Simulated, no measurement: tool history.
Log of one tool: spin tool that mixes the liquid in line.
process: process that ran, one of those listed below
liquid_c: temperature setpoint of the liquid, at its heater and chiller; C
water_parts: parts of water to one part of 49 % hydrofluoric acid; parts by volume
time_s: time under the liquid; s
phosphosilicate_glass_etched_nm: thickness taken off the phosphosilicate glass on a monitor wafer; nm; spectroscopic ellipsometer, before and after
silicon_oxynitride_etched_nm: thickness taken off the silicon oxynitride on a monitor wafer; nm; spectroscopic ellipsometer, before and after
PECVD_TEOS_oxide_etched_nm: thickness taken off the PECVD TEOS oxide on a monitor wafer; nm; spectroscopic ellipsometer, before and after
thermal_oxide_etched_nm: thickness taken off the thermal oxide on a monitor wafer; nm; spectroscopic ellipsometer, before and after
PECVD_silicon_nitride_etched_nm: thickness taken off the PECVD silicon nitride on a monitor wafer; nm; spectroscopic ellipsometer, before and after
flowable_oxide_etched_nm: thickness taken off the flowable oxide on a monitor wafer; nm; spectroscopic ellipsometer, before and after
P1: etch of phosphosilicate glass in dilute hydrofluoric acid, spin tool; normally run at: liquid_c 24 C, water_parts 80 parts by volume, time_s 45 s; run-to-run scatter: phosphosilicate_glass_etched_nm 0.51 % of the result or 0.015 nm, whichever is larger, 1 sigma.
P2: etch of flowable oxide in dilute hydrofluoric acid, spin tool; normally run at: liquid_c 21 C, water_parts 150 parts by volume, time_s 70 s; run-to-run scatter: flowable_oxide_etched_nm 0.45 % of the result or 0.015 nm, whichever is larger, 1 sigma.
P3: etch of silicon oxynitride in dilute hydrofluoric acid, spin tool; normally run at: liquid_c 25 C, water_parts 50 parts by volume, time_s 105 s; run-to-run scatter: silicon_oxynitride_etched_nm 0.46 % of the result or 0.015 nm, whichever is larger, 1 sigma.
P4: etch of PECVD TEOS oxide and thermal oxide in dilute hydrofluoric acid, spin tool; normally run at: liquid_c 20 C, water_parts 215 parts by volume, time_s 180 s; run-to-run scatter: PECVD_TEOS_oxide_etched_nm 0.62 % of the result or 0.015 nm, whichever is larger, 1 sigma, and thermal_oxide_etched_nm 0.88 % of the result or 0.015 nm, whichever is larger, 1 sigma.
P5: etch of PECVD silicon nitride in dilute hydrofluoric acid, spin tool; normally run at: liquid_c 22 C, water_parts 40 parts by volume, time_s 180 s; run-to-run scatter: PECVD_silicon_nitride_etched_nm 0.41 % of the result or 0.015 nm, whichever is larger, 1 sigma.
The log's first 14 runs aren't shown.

run	hour	process	liquid_c	water_parts	time_s	hours since the thermometer was replaced	hours since the hydrofluoric acid flow meter was replaced	phosphosilicate_glass_etched_nm	silicon_oxynitride_etched_nm	PECVD_TEOS_oxide_etched_nm	thermal_oxide_etched_nm	PECVD_silicon_nitride_etched_nm	flowable_oxide_etched_nm
15	103.3	P3	25	50	105	1086.5	243.5		7.1145				
16	108.8	P3	25	85	105	1092	249		4.0243				
17	114.9	P3	25	50	105	1098.1	255.1		7.1651				
18	120.1	P5	22	40	180	1103.3	260.3					7.4257	
19	125.6	P1	17.5	80	30	1108.8	265.8	17.41					
20	133.6	P1	24	80	45	1116.8	273.8	33.998					
21	142.2	P4	17	215	180	1125.4	282.4			4.6213	2.7287		
22	146.1	P1	24	80	45	1129.3	286.3	34.029					
23	152.7	P1	28	80	45	1135.9	292.9	39.969					
24	161	P1	24	80	65	1144.2	301.2	49.11					
25	168.5	P2	21	150	70	1151.7	308.7						14.659
26	174.9	P1	19.5	80	70	1158.1	315.1	44.225					

Forecast run 27:
27	183.1	P2	27.5	150	70	1166.3	323.3						?

Run 27 gave flowable_oxide_etched_nm 18.622 nm.
